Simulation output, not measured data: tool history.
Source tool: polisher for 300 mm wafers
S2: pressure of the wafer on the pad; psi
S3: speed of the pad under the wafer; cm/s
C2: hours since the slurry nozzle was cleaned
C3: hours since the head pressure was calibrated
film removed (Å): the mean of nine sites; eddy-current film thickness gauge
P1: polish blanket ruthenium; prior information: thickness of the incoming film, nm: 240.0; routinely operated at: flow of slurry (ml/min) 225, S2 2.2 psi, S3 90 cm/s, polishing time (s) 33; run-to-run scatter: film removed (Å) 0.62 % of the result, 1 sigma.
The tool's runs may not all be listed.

Run 1, hour 10.9: flow of slurry (ml/min) 225, S2 2.2 psi, S3 90 cm/s, polishing time (s) 33; wafers polished on this pad 945; C2 83.3; C3 360.2. Result: film removed (Å) 390.04.
Run 2, hour 20.2: flow of slurry (ml/min) 225, S2 3.2 psi, S3 118 cm/s, polishing time (s) 33; wafers polished on this pad 1071; C2 92.6; C3 369.5. Result: film removed (Å) 746.
Run 3, hour 27.2: flow of slurry (ml/min) 225, S2 3.2 psi, S3 90 cm/s, polishing time (s) 33; wafers polished on this pad 1167; C2 99.6; C3 376.5. Result: film removed (Å) 564.3.
Run 4, hour 37.6: flow of slurry (ml/min) 225, S2 1.1 psi, S3 90 cm/s, polishing time (s) 33; wafers polished on this pad 1309; C2 110; C3 386.9. Result: film removed (Å) 194.24.
Run 5, hour 48.4: flow of slurry (ml/min) 225, S2 2.2 psi, S3 90 cm/s, polishing time (s) 16; wafers polished on this pad 1456; C2 120.8; C3 397.7. Result: film removed (Å) 191.67.
Run 6, hour 56.7: flow of slurry (ml/min) 225, S2 2.2 psi, S3 90 cm/s, polishing time (s) 33; wafers polished on this pad 1569; C2 129.1; C3 406. Result: film removed (Å) 390.69.
Run 7, hour 65.3: flow of slurry (ml/min) 160, S2 2.2 psi, S3 90 cm/s, polishing time (s) 33; wafers polished on this pad 1686; C2 137.7; C3 414.6. Result: film removed (Å) 372.67.
Run 8, hour 72: flow of slurry (ml/min) 225, S2 2.2 psi, S3 132 cm/s, polishing time (s) 33; wafers polished on this pad 1777; C2 144.4; C3 421.3. Result: film removed (Å) 574.2.
Run 9, hour 82.5: flow of slurry (ml/min) 225, S2 1 psi, S3 68 cm/s, polishing time (s) 33; wafers polished on this pad 1920; C2 154.9; C3 431.8. Result: film removed (Å) 134.68.
Run 10, hour 90.4: flow of slurry (ml/min) 225, S2 2.2 psi, S3 90 cm/s, polishing time (s) 33; wafers polished on this pad 2028; C2 162.8; C3 439.7. Result: film removed (Å) 391.
Run 11, hour 101.4: flow of slurry (ml/min) 350, S2 2.2 psi, S3 90 cm/s, polishing time (s) 33; wafers polished on this pad 2178; C2 173.8; C3 450.7. Result: film removed (Å) 408.6.
Run 12, hour 107.3: flow of slurry (ml/min) 225, S2 2.2 psi, S3 90 cm/s, polishing time (s) 33; wafers polished on this pad 2258; C2 179.7; C3 456.6. Result: film removed (Å) 390.61.
Run 13, hour 116.6: flow of slurry (ml/min) 225, S2 2.2 psi, S3 42 cm/s, polishing time (s) 33; wafers polished on this pad 2385; C2 189; C3 465.9. Result: film removed (Å) 181.32.
Run 14, hour 128.7: flow of slurry (ml/min) 225, S2 2.2 psi, S3 90 cm/s, polishing time (s) 33; wafers polished on this pad 2550; C2 201.1; C3 478. Result: film removed (Å) 388.76.
Run 15, hour 141.6: flow of slurry (ml/min) 225, S2 2.2 psi, S3 90 cm/s, polishing time (s) 44; wafers polished on this pad 2726; C2 214; C3 490.9. Result: film removed (Å) 520.53.
Run 16, hour 149.3: flow of slurry (ml/min) 225, S2 2.2 psi, S3 90 cm/s, polishing time (s) 33; wafers polished on this pad 2831; C2 221.7; C3 498.6. Result: film removed (Å) 392.66.

Run 17, settings as shown, results not yet in. Your forecast:
Run 17, hour 159.8: flow of slurry (ml/min) 225, S2 2.2 psi, S3 90 cm/s, polishing time (s) 33; wafers polished on this pad 2974; C2 232.2; C3 509.1. Result: film removed (Å) ?.

film removed (Å): 382.6

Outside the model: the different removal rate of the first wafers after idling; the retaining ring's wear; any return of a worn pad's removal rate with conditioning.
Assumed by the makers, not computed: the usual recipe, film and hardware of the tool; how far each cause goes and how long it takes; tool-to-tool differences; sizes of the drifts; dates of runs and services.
